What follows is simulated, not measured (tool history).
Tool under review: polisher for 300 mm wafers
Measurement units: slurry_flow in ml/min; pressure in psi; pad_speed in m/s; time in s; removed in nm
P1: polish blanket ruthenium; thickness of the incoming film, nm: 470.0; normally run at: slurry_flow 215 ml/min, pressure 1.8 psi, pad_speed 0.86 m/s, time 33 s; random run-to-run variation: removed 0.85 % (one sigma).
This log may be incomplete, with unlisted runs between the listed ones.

| run | hour | slurry_flow | pressure | pad_speed | time | removed |
|---|---|---|---|---|---|---|
| 1 | 13.1 | 215 | 1.8 | 0.86 | 33 | 33.525 |
|  | 22.2 | worn pad replaced by a new one |
| 2 | 22.7 | 215 | 0.9 | 0.86 | 33 | 16.987 |
| 3 | 29.5 | 130 | 1.8 | 0.86 | 19 | 18.386 |
| 4 | 37.7 | 215 | 1.8 | 0.86 | 16 | 16.567 |
| 5 | 49.5 | 215 | 1.8 | 0.86 | 33 | 34.757 |
| 6 | 59.8 | 320 | 1.8 | 0.86 | 33 | 34.664 |
| 7 | 66.6 | 215 | 2.6 | 0.86 | 33 | 49.963 |
| 8 | 79.4 | 215 | 1.8 | 0.86 | 33 | 34.443 |
|  | 79.5 | head pressure recalibrated |
| 9 | 90.3 | 130 | 1.8 | 0.86 | 33 | 31.442 |
| 10 | 97.6 | 215 | 1.8 | 0.44 | 33 | 17.459 |
| 11 | 109.2 | 215 | 1.8 | 0.86 | 33 | 33.601 |
| 12 | 116.8 | 215 | 1.8 | 0.86 | 52 | 54.034 |
| 13 | 130.2 | 215 | 1.8 | 0.86 | 33 | 34.058 |
| 14 | 141.4 | 215 | 1.8 | 1.32 | 33 | 53.144 |
|  | 141.8 | slurry nozzle cleaned |
| 15 | 155.3 | 215 | 1.8 | 0.86 | 33 | 33.792 |
| 16 | 169.1 | 215 | 1.8 | 0.86 | 33 | 34.411 |
| 17 | 176.8 | 215 | 1.8 | 0.86 | 33 | 34.189 |
| 18 | 186.7 | 215 | 1.8 | 0.86 | 33 | 33.055 |
| 19 | 199.1 | 215 | 1.8 | 0.86 | 33 | 33.155 |
| 20 | 213.2 | 215 | 1.8 | 0.86 | 33 | 33.172 |
|  | 216.1 | worn pad replaced by a new one |
| 21 | 227.3 | 215 | 1.8 | 0.86 | 33 | 32.809 |
| 22 | 237.3 | 215 | 1.8 | 0.86 | 33 | 32.974 |
| 23 | 246.2 | 215 | 1.8 | 0.86 | 33 | 32.193 |
| 24 | 254.2 | 215 | 1.8 | 0.86 | 33 | 32.574 |
| 25 | 266.5 | 215 | 1.8 | 0.86 | 33 | 32.697 |

Compared with where it was, what P1 gives has crept away. Each cause listed below fits the log as well as the rest, at the size given for it:
A: head's pressure below its setpoint, % = 4.55
B: slurry flow missing at the pad, % = 27.7
The creep began at about hour 176.8.
Each remaining cause and why it is not a fit:
removal rate lost through wear of the pad, %: serviced at hour 216.1, which brought nothing back

4 check runs are offered, each on 5 wafers whose results are averaged, their results left as question marks. Which one tells the causes apart?
| check 1 | 278.8 | 215 | 0.9 | 1.22 | 33 | ? |
| check 2 | 278.8 | 215 | 1.8 | 0.48 | 33 | ? |
| check 3 | 278.8 | 130 | 1.8 | 0.86 | 43 | ? |
| check 4 | 278.8 | 260 | 0.9 | 0.86 | 33 | ? |

Check results expected under each cause:
| check | result | if A | if B |
|---|---|---|---|
| check 1 | removed | 23.078 | 23.077 |
| check 2 | removed | 18.16 | 18.159 |
| check 3 | removed | 39.176 | 38.118 |
| check 4 | removed | 16.62 | 16.746 |
Per check, the gap between the least separated pair of causes, taken in the result that splits them most: check 1 0.01 %; check 2 0.01 %; check 3 2.74 %; check 4 0.76 %
Of the check runs offered, only check 3 discriminates between the causes; the rest would read about the same regardless of which cause applies.

Check 3 has now been run. It gave: removed 38.955 nm. Which of the candidate causes is it?

The cause is A: head's pressure below its setpoint, %.
